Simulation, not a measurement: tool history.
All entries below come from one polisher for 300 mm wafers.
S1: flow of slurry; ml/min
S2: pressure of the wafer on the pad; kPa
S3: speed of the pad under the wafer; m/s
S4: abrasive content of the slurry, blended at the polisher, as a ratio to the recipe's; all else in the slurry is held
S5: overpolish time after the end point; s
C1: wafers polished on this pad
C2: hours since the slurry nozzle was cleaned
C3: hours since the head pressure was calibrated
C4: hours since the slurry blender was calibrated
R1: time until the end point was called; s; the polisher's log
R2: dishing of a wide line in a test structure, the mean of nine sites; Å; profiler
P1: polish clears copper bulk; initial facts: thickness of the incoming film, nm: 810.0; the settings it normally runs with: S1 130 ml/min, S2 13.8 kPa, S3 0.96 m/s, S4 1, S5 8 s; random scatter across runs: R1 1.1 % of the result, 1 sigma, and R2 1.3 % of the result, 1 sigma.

| run | day | S1 | S2 | S3 | S4 | S5 | C1 | C2 | C3 | C4 | R1 | R2 |
|---|---|---|---|---|---|---|---|---|---|---|---|---|
| 1 | 0.242 | 130 | 13.8 | 0.96 | 1 | 8 | 509 | 79.6 | 1139.7 | 172.1 | 106.45 | 405.4 |
| 2 | 0.5 | 130 | 20.7 | 0.96 | 1 | 8 | 566 | 85.8 | 1145.9 | 178.3 | 71.233 | 573 |
| 3 | 0.758 | 130 | 17.2 | 0.64 | 1 | 8 | 622 | 92 | 1152.1 | 184.5 | 128.54 | 343.35 |
| 4 | 1.017 | 165 | 8.3 | 0.96 | 1 | 8 | 679 | 98.2 | 1158.3 | 190.7 | 168.93 | 259.5 |
| 5 | 1.312 | 130 | 13.8 | 0.96 | 1.4 | 8 | 744 | 105.3 | 1165.4 | 197.8 | 100.42 | 431.11 |
| 6 | 1.571 | 130 | 13.8 | 0.44 | 1 | 8 | 801 | 111.5 | 1171.6 | 204 | 234.05 | 202.14 |
| 7 | 1.762 | 130 | 13.8 | 1.4 | 1 | 8 | 843 | 116.1 | 1176.2 | 208.6 | 72.52 | 555.15 |
| 8 | 1.95 | 165 | 13.8 | 0.96 | 1 | 8 | 884 | 120.6 | 1180.7 | 213.1 | 102.23 | 417.26 |
| 9 | 2.204 | 130 | 13.8 | 0.96 | 1 | 16 | 940 | 126.7 | 1186.8 | 219.2 | 106.36 | 700.22 |
| 10 | 2.375 | 130 | 13.8 | 0.96 | 1 | 4 | 977 | 130.8 | 1190.9 | 223.3 | 106.65 | 213.63 |
| 11 | 2.583 | 130 | 13.8 | 0.96 | 0.55 | 8 | 1023 | 135.8 | 1195.9 | 228.3 | 120.23 | 361.64 |
| 12 | 2.771 | 130 | 13.8 | 0.96 | 1 | 8 | 1064 | 140.3 | 1200.4 | 232.8 | 107.18 | 399.3 |
| 13 | 2.925 | 130 | 8.3 | 0.96 | 1 | 8 | 1098 | 144 | 1204.1 | 236.5 | 181.89 | 249.29 |
| 14 | 3.112 | 130 | 13.8 | 0.96 | 1 | 8 | 1139 | 148.5 | 1208.6 | 241 | 107.02 | 400.42 |
| 15 | 3.417 | 130 | 13.8 | 0.96 | 1 | 8 | 1206 | 155.8 | 1215.9 | 248.3 | 106.74 | 401 |
| 16 | 3.583 | 130 | 13.8 | 0.96 | 1 | 8 | 1242 | 159.8 | 1219.9 | 252.3 | 108.77 | 399.08 |
| 17 | 3.775 | 80 | 13.8 | 0.96 | 1 | 8 | 1284 | 164.4 | 1224.5 | 256.9 | 121.16 | 361.93 |
| 18 | 4.033 | 130 | 13.8 | 0.96 | 1 | 8 | 1341 | 170.6 | 1230.7 | 263.1 | 105.28 | 401.07 |
| 19 | 4.179 | 130 | 13.8 | 0.96 | 1 | 8 | 1373 | 174.1 | 1234.2 | 266.6 | 109.29 | 402.42 |
| 20 | 4.358 | 130 | 13.8 | 0.96 | 1 | 8 | 1412 | 178.4 | 1238.5 | 270.9 | 110.83 | 386.03 |
| 21 | 4.508 | 130 | 13.8 | 0.96 | 1 | 8 | 1445 | 182 | 1242.1 | 274.5 | 111.67 | 377.17 |
| 22 | 4.704 | 130 | 13.8 | 0.96 | 1 | 8 | 1488 | 186.7 | 1246.8 | 279.2 | 112.93 | 382.07 |
|  | 4.792 | head pressure recalibrated |
| 23 | 4.892 | 130 | 13.8 | 0.96 | 1 | 8 | 1529 | 191.2 | 2.4 | 283.7 | 115.13 | 381.54 |

Predict the results of run 24:
| 24 | 5.179 | 130 | 13.8 | 0.96 | 1 | 8 | 1592 | 198.1 | 9.3 | 290.6 | ? | ? |

Logged for run 24: R1 116.29 s, R2 367.99 Å.

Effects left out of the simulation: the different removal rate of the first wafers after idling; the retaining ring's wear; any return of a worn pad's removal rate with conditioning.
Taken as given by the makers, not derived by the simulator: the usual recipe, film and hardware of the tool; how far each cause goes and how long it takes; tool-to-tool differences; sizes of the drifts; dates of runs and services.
